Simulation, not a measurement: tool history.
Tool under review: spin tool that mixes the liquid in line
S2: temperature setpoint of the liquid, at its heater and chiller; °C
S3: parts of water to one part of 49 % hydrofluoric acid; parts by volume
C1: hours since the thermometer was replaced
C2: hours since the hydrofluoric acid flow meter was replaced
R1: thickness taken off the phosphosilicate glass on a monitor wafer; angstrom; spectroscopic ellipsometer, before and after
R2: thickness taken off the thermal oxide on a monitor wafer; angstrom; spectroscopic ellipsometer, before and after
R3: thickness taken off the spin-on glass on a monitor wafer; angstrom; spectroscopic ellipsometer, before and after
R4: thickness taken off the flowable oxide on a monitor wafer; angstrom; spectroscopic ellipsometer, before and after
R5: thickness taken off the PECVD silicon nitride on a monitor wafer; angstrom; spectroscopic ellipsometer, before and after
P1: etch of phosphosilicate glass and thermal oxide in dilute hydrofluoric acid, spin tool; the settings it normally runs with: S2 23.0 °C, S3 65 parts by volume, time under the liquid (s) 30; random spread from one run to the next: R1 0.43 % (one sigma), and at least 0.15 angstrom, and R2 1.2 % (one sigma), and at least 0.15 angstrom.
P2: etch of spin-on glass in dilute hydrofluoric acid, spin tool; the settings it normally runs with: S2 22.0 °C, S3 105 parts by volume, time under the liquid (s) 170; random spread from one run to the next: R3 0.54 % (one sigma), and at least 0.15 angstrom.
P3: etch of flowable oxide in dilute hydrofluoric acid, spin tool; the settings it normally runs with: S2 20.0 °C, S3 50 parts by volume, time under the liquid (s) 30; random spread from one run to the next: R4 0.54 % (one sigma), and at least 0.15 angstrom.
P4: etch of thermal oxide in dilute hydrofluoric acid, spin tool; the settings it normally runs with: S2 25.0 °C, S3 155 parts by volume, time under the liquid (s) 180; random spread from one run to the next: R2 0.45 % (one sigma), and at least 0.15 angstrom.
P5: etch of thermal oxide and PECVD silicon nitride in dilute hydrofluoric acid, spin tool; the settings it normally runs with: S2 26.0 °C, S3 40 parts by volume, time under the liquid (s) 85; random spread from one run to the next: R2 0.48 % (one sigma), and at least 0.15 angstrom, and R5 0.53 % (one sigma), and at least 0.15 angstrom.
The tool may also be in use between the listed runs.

{"run": 1, "hour": 10.8, "process that ran": "P1", "S2": 23.0, "S3": 65, "time under the liquid (s)": 30, "C1": 1605.3, "C2": 605.6, "R1": 450.75, "R2": 22.833}
{"run": 2, "hour": 22.1, "process that ran": "P2", "S2": 22.0, "S3": 105, "time under the liquid (s)": 170, "C1": 1616.6, "C2": 616.9, "R3": 568.68}
{"run": 3, "hour": 37.5, "process that ran": "P3", "S2": 20.0, "S3": 80, "time under the liquid (s)": 30, "C1": 1632.0, "C2": 632.3, "R4": 148.26}
{"hour": 53.1, "done": "hydrofluoric acid flow meter replaced"}
{"run": 4, "hour": 54.6, "process that ran": "P1", "S2": 23.0, "S3": 25, "time under the liquid (s)": 30, "C1": 1649.1, "C2": 1.5, "R1": 1235.1, "R2": 63.703}
{"run": 5, "hour": 67.4, "process that ran": "P5", "S2": 18.0, "S3": 40, "time under the liquid (s)": 85, "C1": 1661.9, "C2": 14.3, "R2": 88.664, "R5": 76.996}
{"run": 6, "hour": 77.9, "process that ran": "P1", "S2": 23.0, "S3": 65, "time under the liquid (s)": 30, "C1": 1672.4, "C2": 24.8, "R1": 447.86, "R2": 22.961}
{"run": 7, "hour": 92.4, "process that ran": "P2", "S2": 22.0, "S3": 105, "time under the liquid (s)": 170, "C1": 1686.9, "C2": 39.3, "R3": 570.11}
{"run": 8, "hour": 108.3, "process that ran": "P1", "S2": 17.0, "S3": 65, "time under the liquid (s)": 30, "C1": 1702.8, "C2": 55.2, "R1": 348.7, "R2": 18.088}
{"run": 9, "hour": 120.4, "process that ran": "P1", "S2": 23.0, "S3": 65, "time under the liquid (s)": 30, "C1": 1714.9, "C2": 67.3, "R1": 450.5, "R2": 23.383}
{"run": 10, "hour": 133.5, "process that ran": "P2", "S2": 29.5, "S3": 105, "time under the liquid (s)": 170, "C1": 1728.0, "C2": 80.4, "R3": 755.43}
{"run": 11, "hour": 148.7, "process that ran": "P4", "S2": 33.0, "S3": 155, "time under the liquid (s)": 180, "C1": 1743.2, "C2": 95.6, "R2": 72.0}
{"run": 12, "hour": 164.2, "process that ran": "P2", "S2": 22.0, "S3": 105, "time under the liquid (s)": 290, "C1": 1758.7, "C2": 111.1, "R3": 958.12}
{"run": 13, "hour": 175.3, "process that ran": "P1", "S2": 23.0, "S3": 20, "time under the liquid (s)": 55, "C1": 1769.8, "C2": 122.2, "R1": 2859.2, "R2": 146.01}
{"run": 14, "hour": 192.4, "process that ran": "P4", "S2": 25.0, "S3": 155, "time under the liquid (s)": 180, "C1": 1786.9, "C2": 139.3, "R2": 53.574}
{"run": 15, "hour": 201.8, "process that ran": "P1", "S2": 23.0, "S3": 35, "time under the liquid (s)": 55, "C1": 1796.3, "C2": 148.7, "R1": 1601.5, "R2": 81.317}
{"run": 16, "hour": 219.4, "process that ran": "P3", "S2": 20.0, "S3": 50, "time under the liquid (s)": 55, "C1": 1813.9, "C2": 166.3, "R4": 452.6}
{"run": 17, "hour": 229.3, "process that ran": "P1", "S2": 23.0, "S3": 35, "time under the liquid (s)": 50, "C1": 1823.8, "C2": 176.2, "R1": 1449.3, "R2": 75.068}
{"run": 18, "hour": 242.2, "process that ran": "P5", "S2": 26.0, "S3": 40, "time under the liquid (s)": 130, "C1": 1836.7, "C2": 189.1, "R2": 190.87, "R5": 204.66}
{"run": 19, "hour": 258.6, "process that ran": "P1", "S2": 28.0, "S3": 65, "time under the liquid (s)": 30, "C1": 1853.1, "C2": 205.5, "R1": 552.01, "R2": 28.297}
{"run": 20, "hour": 269.1, "process that ran": "P1", "S2": 23.0, "S3": 65, "time under the liquid (s)": 30, "C1": 1863.6, "C2": 216.0, "R1": 451.61, "R2": 23.023}
{"run": 21, "hour": 280.2, "process that ran": "P1", "S2": 23.0, "S3": 90, "time under the liquid (s)": 30, "C1": 1874.7, "C2": 227.1, "R1": 314.72, "R2": 16.393}
{"run": 22, "hour": 290.8, "process that ran": "P3", "S2": 20.0, "S3": 50, "time under the liquid (s)": 30, "C1": 1885.3, "C2": 237.7, "R4": 248.05}
{"run": 23, "hour": 307.9, "process that ran": "P1", "S2": 23.0, "S3": 65, "time under the liquid (s)": 15, "C1": 1902.4, "C2": 254.8, "R1": 223.72, "R2": 11.501}
{"run": 24, "hour": 323.4, "process that ran": "P1", "S2": 23.0, "S3": 65, "time under the liquid (s)": 30, "C1": 1917.9, "C2": 270.3, "R1": 450.96, "R2": 23.115}
{"run": 25, "hour": 331.8, "process that ran": "P4", "S2": 25.0, "S3": 155, "time under the liquid (s)": 180, "C1": 1926.3, "C2": 278.7, "R2": 53.015}
{"run": 26, "hour": 341.5, "process that ran": "P1", "S2": 23.0, "S3": 65, "time under the liquid (s)": 55, "C1": 1936.0, "C2": 288.4, "R1": 825.52, "R2": 42.39}
{"run": 27, "hour": 359.5, "process that ran": "P5", "S2": 26.0, "S3": 40, "time under the liquid (s)": 85, "C1": 1954.0, "C2": 306.4, "R2": 124.06, "R5": 133.9}
{"run": 28, "hour": 375.3, "process that ran": "P2", "S2": 22.0, "S3": 145, "time under the liquid (s)": 170, "C1": 1969.8, "C2": 322.2, "R3": 395.25}
{"run": 29, "hour": 389.2, "process that ran": "P4", "S2": 25.0, "S3": 230, "time under the liquid (s)": 180, "C1": 1983.7, "C2": 336.1, "R2": 33.286}
{"run": 30, "hour": 401.4, "process that ran": "P4", "S2": 25.0, "S3": 155, "time under the liquid (s)": 100, "C1": 1995.9, "C2": 348.3, "R2": 29.722}
{"run": 31, "hour": 415.0, "process that ran": "P1", "S2": 23.0, "S3": 65, "time under the liquid (s)": 30, "C1": 2009.5, "C2": 361.9, "R1": 449.47, "R2": 23.087}
{"run": 32, "hour": 428.7, "process that ran": "P3", "S2": 17.0, "S3": 50, "time under the liquid (s)": 30, "C1": 2023.2, "C2": 375.6, "R4": 220.08}
{"run": 33, "hour": 440.0, "process that ran": "P5", "S2": 26.0, "S3": 20, "time under the liquid (s)": 85, "C1": 2034.5, "C2": 386.9, "R2": 258.36, "R5": 263.56}
{"run": 34, "hour": 458.1, "process that ran": "P1", "S2": 23.0, "S3": 65, "time under the liquid (s)": 30, "C1": 2052.6, "C2": 405.0, "R1": 447.81, "R2": 22.765}

The next listed run, before its measurement:
{"run": 35, "hour": 475.6, "process that ran": "P1", "S2": 23.0, "S3": 65, "time under the liquid (s)": 30, "C1": 2070.1, "C2": 422.5, "R1": "?", "R2": "?"}

For run 35 the tool returned R1 463.55 angstrom, R2 23.625 angstrom.
